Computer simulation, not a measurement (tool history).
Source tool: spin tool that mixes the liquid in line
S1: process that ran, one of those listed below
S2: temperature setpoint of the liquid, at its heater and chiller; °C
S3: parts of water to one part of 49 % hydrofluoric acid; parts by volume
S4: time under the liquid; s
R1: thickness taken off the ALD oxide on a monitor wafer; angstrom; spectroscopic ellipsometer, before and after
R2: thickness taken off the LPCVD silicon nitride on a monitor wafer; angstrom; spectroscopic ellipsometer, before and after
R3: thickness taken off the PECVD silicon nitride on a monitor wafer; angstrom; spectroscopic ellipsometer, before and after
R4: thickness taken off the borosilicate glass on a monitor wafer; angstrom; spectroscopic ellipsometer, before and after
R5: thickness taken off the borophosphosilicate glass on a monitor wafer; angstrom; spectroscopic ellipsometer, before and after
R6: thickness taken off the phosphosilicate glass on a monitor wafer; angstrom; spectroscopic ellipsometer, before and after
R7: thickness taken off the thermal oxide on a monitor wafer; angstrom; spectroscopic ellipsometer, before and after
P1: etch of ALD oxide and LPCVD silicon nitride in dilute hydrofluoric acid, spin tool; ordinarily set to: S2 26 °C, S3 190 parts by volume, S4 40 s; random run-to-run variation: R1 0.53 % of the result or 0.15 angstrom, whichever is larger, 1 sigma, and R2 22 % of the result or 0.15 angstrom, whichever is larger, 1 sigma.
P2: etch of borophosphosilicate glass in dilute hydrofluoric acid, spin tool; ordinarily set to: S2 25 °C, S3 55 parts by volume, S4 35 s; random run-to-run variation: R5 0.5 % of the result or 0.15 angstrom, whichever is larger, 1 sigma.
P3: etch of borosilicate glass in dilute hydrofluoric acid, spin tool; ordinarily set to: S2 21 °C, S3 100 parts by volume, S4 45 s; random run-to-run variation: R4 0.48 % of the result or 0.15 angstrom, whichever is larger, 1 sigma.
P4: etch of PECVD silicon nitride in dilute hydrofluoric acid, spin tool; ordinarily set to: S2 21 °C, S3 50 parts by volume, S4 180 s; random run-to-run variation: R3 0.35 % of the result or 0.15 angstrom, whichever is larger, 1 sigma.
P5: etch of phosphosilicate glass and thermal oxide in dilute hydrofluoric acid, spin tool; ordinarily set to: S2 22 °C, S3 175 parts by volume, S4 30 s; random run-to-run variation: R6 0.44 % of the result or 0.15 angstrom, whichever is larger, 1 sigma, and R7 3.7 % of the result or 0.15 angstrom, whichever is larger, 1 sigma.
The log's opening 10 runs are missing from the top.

run 11 hour=96.7 | S1=P1 S2=26 S3=190 S4=40 | R1=49.386 R2=0.87063
run 12 hour=102.9 | S1=P2 S2=31.5 S3=55 S4=35 | R5=557.22
run 13 hour=109.9 | S1=P3 S2=29 S3=100 S4=45 | R4=190.36
run 14 hour=120.4 | S1=P5 S2=22 S3=175 S4=30 | R6=159.74 R7=7.0536
run 15 hour=131.5 | S1=P4 S2=21 S3=50 S4=180 | R3=160.36
run 16 hour=137.8 | S1=P1 S2=26 S3=190 S4=40 | R1=48.779 R2=1.2389
run 17 hour=145.6 | S1=P1 S2=26 S3=260 S4=40 | R1=33.131 R2=0.63052
run 18 hour=158.1 | S1=P1 S2=20.5 S3=190 S4=40 | R1=40.254 R2=1.0992
run 19 hour=170.5 | S1=P4 S2=21 S3=20 S4=180 | R3=387.53
run 20 hour=179.2 | S1=P1 S2=31.5 S3=275 S4=40 | R1=37.092 R2=0.83079
run 21 hour=187.2 | S1=P2 S2=25 S3=100 S4=35 | R5=227.68
run 22 hour=198.2 | S1=P3 S2=21 S3=100 S4=20 | R4=61.812
run 23 hour=205.5 | S1=P4 S2=21 S3=50 S4=300 | R3=269.25
run 24 hour=212.6 | S1=P1 S2=26 S3=190 S4=40 | R1=48.703 R2=1.1606
run 25 hour=221 | S1=P1 S2=26 S3=190 S4=15 | R1=18.566 R2=0.49755
run 26 hour=234.1 | S1=P3 S2=21 S3=100 S4=45 | R4=139.46
run 27 hour=245.8 | S1=P5 S2=22 S3=320 S4=30 | R6=75.643 R7=3.5432
run 28 hour=256.6 | S1=P1 S2=32.5 S3=190 S4=40 | R1=61.756 R2=2.1692
run 29 hour=262.6 | S1=P2 S2=25 S3=55 S4=15 | R5=185.17

What does the tool deliver on the next run?
run 30 hour=269.9 | S1=P3 S2=21 S3=100 S4=45 | R4=?

{"run 30": {"R4": 139.43}}
